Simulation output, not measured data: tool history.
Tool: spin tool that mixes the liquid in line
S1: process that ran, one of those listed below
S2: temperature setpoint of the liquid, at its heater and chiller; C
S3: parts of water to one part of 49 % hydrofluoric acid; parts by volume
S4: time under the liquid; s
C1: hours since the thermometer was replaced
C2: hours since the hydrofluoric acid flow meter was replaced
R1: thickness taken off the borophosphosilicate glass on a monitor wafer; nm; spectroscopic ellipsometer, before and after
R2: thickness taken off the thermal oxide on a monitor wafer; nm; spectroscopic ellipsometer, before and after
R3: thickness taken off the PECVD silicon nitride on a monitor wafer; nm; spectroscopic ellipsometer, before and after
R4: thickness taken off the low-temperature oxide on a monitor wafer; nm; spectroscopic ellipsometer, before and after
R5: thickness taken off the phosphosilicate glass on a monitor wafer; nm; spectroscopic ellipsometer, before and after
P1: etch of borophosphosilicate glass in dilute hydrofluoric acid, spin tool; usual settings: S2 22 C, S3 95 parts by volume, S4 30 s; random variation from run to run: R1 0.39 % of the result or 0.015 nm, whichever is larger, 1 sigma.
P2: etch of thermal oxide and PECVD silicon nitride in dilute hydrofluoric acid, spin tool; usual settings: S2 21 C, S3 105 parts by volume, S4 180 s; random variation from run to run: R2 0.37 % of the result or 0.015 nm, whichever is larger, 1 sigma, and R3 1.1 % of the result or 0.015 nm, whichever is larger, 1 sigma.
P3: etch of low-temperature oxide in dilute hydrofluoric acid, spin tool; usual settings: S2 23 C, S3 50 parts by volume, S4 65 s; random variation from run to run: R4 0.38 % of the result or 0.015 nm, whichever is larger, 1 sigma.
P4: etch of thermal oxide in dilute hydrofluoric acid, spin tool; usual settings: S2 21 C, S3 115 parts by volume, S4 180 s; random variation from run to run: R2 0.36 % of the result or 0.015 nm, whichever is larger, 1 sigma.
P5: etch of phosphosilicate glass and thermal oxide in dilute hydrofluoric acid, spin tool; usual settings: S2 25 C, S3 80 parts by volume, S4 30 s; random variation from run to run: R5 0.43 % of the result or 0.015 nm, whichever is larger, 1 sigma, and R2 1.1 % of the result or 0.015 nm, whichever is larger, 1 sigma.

run   hour  S1    S2   S3   S4     C1      C2      R1      R2      R3      R4      R5
  1   15.2  P1    22   95   30    421     918  16.957
  2   30.5  P2    21  165  180  436.3   933.3          4.4329  1.5638
  3   44.6  P2    21  105  295  450.4   947.4          12.258  3.9543
  4   54.7  P1    22   95   55  460.5   957.5  31.063
  5   67.5  P1    22  170   30  473.3   970.3  8.6396
  6   75.5  P3  18.5   50   65  481.3   978.3                          30.062
  7   86.7  P5    25   80   55  492.5   989.5          3.4431                   63.64
  8  102.3  P1    18   95   50  508.1  1005.1   23.96
  9  115.2  P4    21  215  180    521    1018          3.1536
 10  130.7  P3    23   50   30  536.5  1033.5                          16.693
 11  144.3  P2    21  105  180  550.1  1047.1           7.473  2.4236
 12  155.5  P1    22   25   15  561.3  1058.3  34.889
 13  169.5  P4    28  115  180  575.3  1072.3          8.5477
 14  181.3  P1    22   35   30  587.1  1084.1  49.473
 15  190.6  P1    22   95   30  596.4  1093.4  16.826
 16  200.2  P2    17  105  180    606    1103          6.3382  1.8109
 17  212.5  P3    23   80   65  618.3  1115.3                          21.802
 18  225.6  P5    17   80   30  631.4  1128.4          1.3701                  24.948
 19  237.9  P1    22   95   30  643.7  1140.7  16.748
 20  246.7  P1    22   95   30  652.5  1149.5  16.833
 21  260.5  P1    22   95   15  666.3  1163.3  8.4433
 22  268.3  P1  27.5   95   30  674.1  1171.1  20.965
 23  281.1  P3    23   50   65  686.9  1183.9                          36.202
 24  292.6  P5    25   80   30  698.4  1195.4           1.831                  34.745
 25  308.3  P2    21  105  180  714.1  1211.1          7.4597  2.4039
 26  321.2  P4    21  115  180    727    1224          6.4965
 27  333.9  P1    22   95   30  739.7  1236.7   16.91
 28  341.6  P1    18   95   30  747.4  1244.4  14.331
 29  349.5  P4    21  115  180  755.3  1252.3          6.4684
 30  357.4  P1    22   95   30  763.2  1260.2  16.896
 31  372.6  P4    21  115   30  778.4  1275.4          1.0705
 32  382.3  P5    25  110   30  788.1  1285.1          1.3334                   24.49
 33  393.5  P1    22   95   30  799.3  1296.3  16.888
 34  405.2  P1    22   95   30    811    1308  16.821
 35  414.5  P1    22   95   30  820.3  1317.3  17.253
 36  426.6  P1    22   95   30  832.4  1329.4  17.724
 37  441.4  P1    22   95   30  847.2  1344.2  17.949
 38  452.7  P1    22   95   30  858.5  1355.5  18.134
 39    467  P1    22   95   30  872.8  1369.8  18.202
 40    480  P1    22   95   30  885.8  1382.8  18.307
 41  495.3  P1    22   95   30  901.1  1398.1  18.212

What P1 gives has crept away from where it was. These 2 causes fit the log equally well, each at the size given:
A: liquid hotter than its thermometer reads (K) = 1.98
B: hydrofluoric acid flow above the setpoint (%) = 7.4
The creep began at about hour 405.2.

4 check runs are offered, each on 2 wafers whose results are averaged, their results left as question marks. Which one tells the causes apart?
check 1  510.6  P2  17  105  180               ?   ?
check 2  510.6  P3  23   65   30                       ?
check 3  510.6  P5  25   80   50               ?           ?
check 4  510.6  P4  21  180  180               ?

What each check would give under each cause:
  check  result    if A    if B
check 1      R2  6.8697  6.8443
check 1      R3  2.1137  1.9754
check 2      R4  13.687   13.64
check 3      R2  3.3755  3.3764
check 3      R5  62.504  62.522
check 4      R2  4.1733  4.2087
How far apart the two closest causes lie, in the result that separates them most: check 1 6.77 %; check 2 0.34 %; check 3 0.03 %; check 4 0.84 %
Check 1 tells the causes apart: in the others they would give nearly the same result.

Check 1 was then run and gave: R2 6.8295 nm; R3 1.9834 nm. Which cause is it?

It is B: hydrofluoric acid flow above the setpoint (%).

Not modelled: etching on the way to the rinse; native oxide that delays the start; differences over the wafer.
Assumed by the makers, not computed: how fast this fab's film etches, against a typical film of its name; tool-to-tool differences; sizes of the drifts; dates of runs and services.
